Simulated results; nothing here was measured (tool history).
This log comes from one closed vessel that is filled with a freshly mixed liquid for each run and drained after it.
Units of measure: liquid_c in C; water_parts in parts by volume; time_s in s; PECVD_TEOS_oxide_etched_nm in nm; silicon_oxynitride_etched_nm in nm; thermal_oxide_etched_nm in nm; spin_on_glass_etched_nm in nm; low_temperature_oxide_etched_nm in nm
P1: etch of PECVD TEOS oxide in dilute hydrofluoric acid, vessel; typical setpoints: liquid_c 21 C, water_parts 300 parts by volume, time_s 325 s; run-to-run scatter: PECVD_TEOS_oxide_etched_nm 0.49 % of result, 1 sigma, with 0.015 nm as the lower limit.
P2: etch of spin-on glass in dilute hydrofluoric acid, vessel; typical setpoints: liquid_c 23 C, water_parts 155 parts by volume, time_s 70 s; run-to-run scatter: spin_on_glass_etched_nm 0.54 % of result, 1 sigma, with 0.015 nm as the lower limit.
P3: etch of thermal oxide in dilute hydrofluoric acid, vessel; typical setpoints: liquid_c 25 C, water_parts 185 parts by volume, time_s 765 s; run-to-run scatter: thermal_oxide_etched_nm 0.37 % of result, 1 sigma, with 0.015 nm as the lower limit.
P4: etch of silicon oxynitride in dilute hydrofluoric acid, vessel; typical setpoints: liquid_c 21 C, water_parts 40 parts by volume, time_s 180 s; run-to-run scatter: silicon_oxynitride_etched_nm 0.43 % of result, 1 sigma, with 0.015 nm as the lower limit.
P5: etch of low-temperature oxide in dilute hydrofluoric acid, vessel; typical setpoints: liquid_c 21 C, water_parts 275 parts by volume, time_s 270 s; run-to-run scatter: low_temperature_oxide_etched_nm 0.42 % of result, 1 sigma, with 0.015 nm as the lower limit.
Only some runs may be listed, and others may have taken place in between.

run   hour  process  liquid_c  water_parts  time_s  hours since the thermometer was replaced  hours since the hydrofluoric acid flow meter was replaced  PECVD_TEOS_oxide_etched_nm  silicon_oxynitride_etched_nm  thermal_oxide_etched_nm  spin_on_glass_etched_nm  low_temperature_oxide_etched_nm
  1      7       P1        21          300     325                                     794.6                                                      121.5                      9.4228
  2   16.4       P4        21           40      35                                       804                                                      130.9                                                    1.4331
  3     21       P4        27           40     180                                     808.6                                                      135.5                                                    9.8437
  4   31.4       P1        21          435     325                                       819                                                      145.9                      5.8271
  5   36.3       P3        25           80     765                                     823.9                                                      150.8                                                                             51.892
  6   41.8       P1        21          105     325                                     829.4                                                      156.3                       33.01
  7     50       P4        21           40     180                                     837.6                                                      164.5                                                    7.3428
  8   57.4       P1        17          300     530                                       845                                                      171.9                      13.285
  9   64.5       P2        23          155      70                                     852.1                                                        179                                                                                                      21.526
 10   74.8       P5        21          275     500                                     862.4                                                      189.3                                                                                                                                       16.394
 11   80.9       P1        21          300     575                                     868.5                                                      195.4                      16.624
 12   86.3       P2        23           25      70                                     873.9                                                      200.8                                                                                                       155.3
 13   90.9       P2      19.5          155      70                                     878.5                                                      205.4                                                                                                      18.923
 14  100.3       P5        21          275     270                                     887.9                                                      214.8                                                                                                                                       8.8466
 15  105.3       P3        25          185    1345                                     892.9                                                      219.8                                                                             35.067
 16  115.7       P1        17          300     325                                     903.3                                                      230.2                      8.1955
 17  122.9       P3        25          185     765                                     910.5                                                      237.4                                                                              19.82
 18  130.3       P5        25          275     270                                     917.9                                                      244.8                                                                                                                                       10.129
     131.3  -- thermometer replaced
 19  138.8       P3        31          185     765                                       7.5                                                      253.3                                                                             24.615
 20    148       P1        21          300     325                                      16.7                                                      262.5                      9.4617
 21  154.7       P1        21          300     325                                      23.4                                                      269.2                      9.5392
 22  162.8       P2        23          155      30                                      31.5                                                      277.3                                                                                                      9.2697
 23  169.4       P4        21           65     180                                      38.1                                                      283.9                                                    4.4965
 24  176.5       P1        21          300     130                                      45.2                                                        291                      3.8023
 25  185.5       P2        23          155      70                                      54.2                                                        300                                                                                                      21.764
 26  190.5       P1        21          300     325                                      59.2                                                        305                      9.4795
 27  199.1       P1        21          300     325                                      67.8                                                      313.6                      9.4369
 28  207.2       P5        21          430     270                                      75.9                                                      321.7                                                                                                                                       4.9092
 29  213.9       P5        21          275     270                                      82.6                                                      328.4                                                                                                                                       8.7724
 30  223.8       P1      27.5          300     325                                      92.5                                                      338.3                      11.861
 31  231.1       P3        25          185     765                                      99.8                                                      345.6                                                                              19.62
 32  237.1       P1        21          300     325                                     105.8                                                      351.6                      9.5276
 33  246.3       P1        21          300     325                                       115                                                      360.8                      9.8405
 34  252.2       P1        21          300     325                                     120.9                                                      366.7                      10.057
 35  258.2       P1        21          300     325                                     126.9                                                      372.7                      10.157
 36  266.2       P1        21          300     325                                     134.9                                                      380.7                      10.324
 37  275.7       P1        21          300     325                                     144.4                                                      390.2                      10.296
 38  282.7       P1        21          300     325                                     151.4                                                      397.2                      10.323

P1 has crept away from where it was. The log is fitted equally well by each of these 2 causes, at the sizes shown:
A: hydrofluoric acid flow above the setpoint (%) = 6.53
B: liquid hotter than its thermometer reads (K) = 2.26
Onset of the creep was near hour 237.1.

Of the 4 check runs listed below, each run on one wafer and each result written as a question mark, which would let you distinguish the listed causes because they would give clearly different results?
check 1  289.7       P2        23          155      70                                                                                                                                                                                                                ?
check 2  289.7       P3        25          185     765                                                                                                                                                                                       ?
check 3  289.7       P5        21          275     270                                                                                                                                                                                                                                                 ?
check 4  289.7       P4        21           40     180                                                                                                                                                              ?

Outcome of each check run for each possible cause:
  check                           result    if A    if B
check 1          spin_on_glass_etched_nm  23.236   23.52
check 2          thermal_oxide_etched_nm  21.393   21.53
check 3  low_temperature_oxide_etched_nm  9.5487  9.5716
check 4     silicon_oxynitride_etched_nm  7.8776  8.2632
Separation of the two closest causes in each check, using whichever result separates them best: check 1 1.21 %; check 2 0.64 %; check 3 0.24 %; check 4 4.78 %
The other checks would show nearly matching results whichever cause is true, so check 4 is the only one that separates the causes.

Check 4 has now been run. It gave: silicon_oxynitride_etched_nm 7.8653 nm. Which of the candidate causes is it?

Of the candidate causes, it is A: hydrofluoric acid flow above the setpoint (%).
